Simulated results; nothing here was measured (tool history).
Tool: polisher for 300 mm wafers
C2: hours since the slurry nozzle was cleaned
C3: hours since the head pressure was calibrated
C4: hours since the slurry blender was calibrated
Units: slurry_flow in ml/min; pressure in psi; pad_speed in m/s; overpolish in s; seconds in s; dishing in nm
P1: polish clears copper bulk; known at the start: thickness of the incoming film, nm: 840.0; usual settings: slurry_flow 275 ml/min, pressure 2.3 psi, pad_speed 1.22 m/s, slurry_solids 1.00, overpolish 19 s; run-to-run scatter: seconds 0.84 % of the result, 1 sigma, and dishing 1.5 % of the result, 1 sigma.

run 1 hour=2.8 | slurry_flow=275 pressure=2.3 pad_speed=1.22 slurry_solids=1.00 overpolish=19 | wafers_polished_on_this_pad=483 C2=74.9 C3=395.4 C4=135.9 | seconds=103.740 dishing=83.520
run 2 hour=6.3 | slurry_flow=275 pressure=2.3 pad_speed=1.86 slurry_solids=1.00 overpolish=19 | wafers_polished_on_this_pad=520 C2=78.4 C3=398.9 C4=139.4 | seconds=67.476 dishing=104.790
run 3 hour=11.6 | slurry_flow=275 pressure=2.3 pad_speed=1.22 slurry_solids=1.00 overpolish=19 | wafers_polished_on_this_pad=577 C2=83.7 C3=404.2 C4=144.7 | seconds=103.140 dishing=84.532
-- hour=12.1 worn pad replaced by a new one
run 4 hour=17.2 | slurry_flow=275 pressure=2.3 pad_speed=1.22 slurry_solids=1.00 overpolish=6 | wafers_polished_on_this_pad=54 C2=89.3 C3=409.8 C4=150.3 | seconds=102.620 dishing=35.008
run 5 hour=20.6 | slurry_flow=275 pressure=1.3 pad_speed=1.22 slurry_solids=1.00 overpolish=19 | wafers_polished_on_this_pad=90 C2=92.7 C3=413.2 C4=153.7 | seconds=181.400 dishing=52.375
run 6 hour=26.7 | slurry_flow=275 pressure=2.3 pad_speed=1.22 slurry_solids=0.50 overpolish=19 | wafers_polished_on_this_pad=155 C2=98.8 C3=419.3 C4=159.8 | seconds=117.820 dishing=78.171
run 7 hour=29.8 | slurry_flow=275 pressure=2.3 pad_speed=1.22 slurry_solids=1.00 overpolish=35 | wafers_polished_on_this_pad=188 C2=101.9 C3=422.4 C4=162.9 | seconds=104.430 dishing=117.580
run 8 hour=34.4 | slurry_flow=275 pressure=3.2 pad_speed=1.22 slurry_solids=0.75 overpolish=19 | wafers_polished_on_this_pad=237 C2=106.5 C3=427.0 C4=167.5 | seconds=78.695 dishing=104.220
run 9 hour=37.2 | slurry_flow=165 pressure=2.3 pad_speed=1.22 slurry_solids=1.00 overpolish=19 | wafers_polished_on_this_pad=267 C2=109.3 C3=429.8 C4=170.3 | seconds=109.350 dishing=80.922
run 10 hour=41.1 | slurry_flow=275 pressure=3.3 pad_speed=1.22 slurry_solids=1.00 overpolish=19 | wafers_polished_on_this_pad=309 C2=113.2 C3=433.7 C4=174.2 | seconds=71.284 dishing=112.110
run 11 hour=44.9 | slurry_flow=275 pressure=2.3 pad_speed=1.22 slurry_solids=1.00 overpolish=19 | wafers_polished_on_this_pad=349 C2=117.0 C3=437.5 C4=178.0 | seconds=102.930 dishing=86.034
run 12 hour=48.6 | slurry_flow=275 pressure=2.3 pad_speed=1.22 slurry_solids=1.00 overpolish=19 | wafers_polished_on_this_pad=388 C2=120.7 C3=441.2 C4=181.7 | seconds=104.750 dishing=83.001
run 13 hour=53.1 | slurry_flow=275 pressure=2.3 pad_speed=1.22 slurry_solids=1.45 overpolish=19 | wafers_polished_on_this_pad=436 C2=125.2 C3=445.7 C4=186.2 | seconds=93.640 dishing=86.837
run 14 hour=57.1 | slurry_flow=275 pressure=2.3 pad_speed=1.22 slurry_solids=1.00 overpolish=19 | wafers_polished_on_this_pad=479 C2=129.2 C3=449.7 C4=190.2 | seconds=101.990 dishing=85.624
run 15 hour=60.4 | slurry_flow=275 pressure=2.3 pad_speed=0.54 slurry_solids=1.00 overpolish=19 | wafers_polished_on_this_pad=514 C2=132.5 C3=453.0 C4=193.5 | seconds=234.180 dishing=46.538
run 16 hour=66.4 | slurry_flow=405 pressure=2.3 pad_speed=1.22 slurry_solids=1.00 overpolish=19 | wafers_polished_on_this_pad=578 C2=138.5 C3=459.0 C4=199.5 | seconds=99.942 dishing=86.095
run 17 hour=71.9 | slurry_flow=275 pressure=2.3 pad_speed=1.22 slurry_solids=1.00 overpolish=19 | wafers_polished_on_this_pad=637 C2=144.0 C3=464.5 C4=205.0 | seconds=102.780 dishing=83.337
run 18 hour=75.4 | slurry_flow=275 pressure=1.3 pad_speed=1.50 slurry_solids=1.00 overpolish=19 | wafers_polished_on_this_pad=674 C2=147.5 C3=468.0 C4=208.5 | seconds=147.670 dishing=59.226
run 19 hour=81.3 | slurry_flow=275 pressure=2.3 pad_speed=1.22 slurry_solids=1.00 overpolish=19 | wafers_polished_on_this_pad=737 C2=153.4 C3=473.9 C4=214.4 | seconds=101.480 dishing=85.417
run 20 hour=87.2 | slurry_flow=275 pressure=2.3 pad_speed=1.22 slurry_solids=1.00 overpolish=19 | wafers_polished_on_this_pad=799 C2=159.3 C3=479.8 C4=220.3 | seconds=104.920 dishing=83.059
run 21 hour=91.7 | slurry_flow=275 pressure=2.3 pad_speed=1.22 slurry_solids=1.00 overpolish=19 | wafers_polished_on_this_pad=847 C2=163.8 C3=484.3 C4=224.8 | seconds=106.040 dishing=83.070

The next listed run, before its measurement:
-- hour=94.1 head pressure recalibrated
run 22 hour=96.2 | slurry_flow=275 pressure=2.3 pad_speed=1.22 slurry_solids=1.00 overpolish=19 | wafers_polished_on_this_pad=895 C2=168.3 C3=2.2 C4=229.3 | seconds=? dishing=?

{"run 22": {"seconds": 106.41, "dishing": 82.333}}
